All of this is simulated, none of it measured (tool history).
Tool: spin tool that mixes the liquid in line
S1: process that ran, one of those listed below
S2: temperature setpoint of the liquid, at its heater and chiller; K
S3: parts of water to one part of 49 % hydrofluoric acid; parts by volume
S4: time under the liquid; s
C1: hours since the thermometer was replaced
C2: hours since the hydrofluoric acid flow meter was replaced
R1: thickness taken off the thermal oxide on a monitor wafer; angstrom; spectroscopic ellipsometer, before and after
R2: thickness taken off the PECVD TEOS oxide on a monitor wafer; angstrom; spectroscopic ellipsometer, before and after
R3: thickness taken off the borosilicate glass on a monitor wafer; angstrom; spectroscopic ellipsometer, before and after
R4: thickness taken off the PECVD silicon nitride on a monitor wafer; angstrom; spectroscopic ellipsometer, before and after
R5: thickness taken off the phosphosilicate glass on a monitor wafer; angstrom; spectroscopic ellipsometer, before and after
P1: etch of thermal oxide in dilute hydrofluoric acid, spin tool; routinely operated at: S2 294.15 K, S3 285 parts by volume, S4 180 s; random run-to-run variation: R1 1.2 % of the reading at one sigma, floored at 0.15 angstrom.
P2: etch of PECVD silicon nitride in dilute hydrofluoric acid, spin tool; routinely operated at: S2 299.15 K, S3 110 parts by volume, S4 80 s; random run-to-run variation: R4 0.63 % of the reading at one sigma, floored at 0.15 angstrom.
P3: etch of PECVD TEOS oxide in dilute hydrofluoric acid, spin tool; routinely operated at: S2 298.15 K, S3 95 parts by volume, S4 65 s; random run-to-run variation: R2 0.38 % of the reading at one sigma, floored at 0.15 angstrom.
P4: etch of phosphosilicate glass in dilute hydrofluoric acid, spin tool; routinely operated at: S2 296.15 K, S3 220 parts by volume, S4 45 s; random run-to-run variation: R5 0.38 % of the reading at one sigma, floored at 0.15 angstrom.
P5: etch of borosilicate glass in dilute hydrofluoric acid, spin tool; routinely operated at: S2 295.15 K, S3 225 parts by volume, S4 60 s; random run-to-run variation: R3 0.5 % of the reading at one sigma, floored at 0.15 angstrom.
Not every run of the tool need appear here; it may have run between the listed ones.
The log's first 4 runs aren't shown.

run     day  S1      S2   S3   S4      C1     C2        R1       R2       R3      R4      R5
  5   2.354  P1  294.15  285  180   918.8  179.9   23.2450
  6   2.892  P5  295.15  225  115   931.7  192.8                     214.870
  7   3.254  P1  294.15  285  180   940.4  201.5   23.1600
  8   4.067  P2  299.15  110   80   959.9  221.0                              47.247
  9   4.775  P1  294.15  285   20   976.9  238.0    2.7662
 10   5.367  P2  299.15   55   80   991.1  252.2                              92.900
 11   5.879  P4  302.15  220   45  1003.4  264.5                                      203.68
 12   6.338  P1  294.15  465  180  1014.4  275.5   12.6650
 13   6.958  P2  305.65  110   80  1029.3  290.4                              70.508
 14   7.517  P4  296.15  125   45  1042.7  303.8                                      320.27
 15   7.908  P3  298.15  175   65  1052.1  313.2             77.488
 16   8.388  P1  294.15  430  105  1063.6  324.7    8.3395
 17   9.042  P3  305.65   95   65  1079.3  340.4            207.130
 18   9.429  P1  294.15   80  180  1088.6  349.7  101.7900
 19  10.188  P5  301.15  225   60  1106.8  367.9                     139.490
 20  10.900  P3  298.15   95   65  1123.9  385.0            156.380
 21  11.267  P1  294.15  285  180  1132.7  393.8   22.9140
 22  11.767  P5  295.15  225   60  1144.7  405.8                     112.850
 23  12.292  P2  299.15  110  155  1157.3  418.4                              90.986
     12.388  -- hydrofluoric acid flow meter replaced
 24  12.933  P4  296.15  220   45  1172.7   13.2                                      165.40

Estimate the outcome of run 25 from the log above:
 25  13.500  P2  299.15  110  80  1186.3  26.8               ?

{"run 25": {"R4": 47.08}}

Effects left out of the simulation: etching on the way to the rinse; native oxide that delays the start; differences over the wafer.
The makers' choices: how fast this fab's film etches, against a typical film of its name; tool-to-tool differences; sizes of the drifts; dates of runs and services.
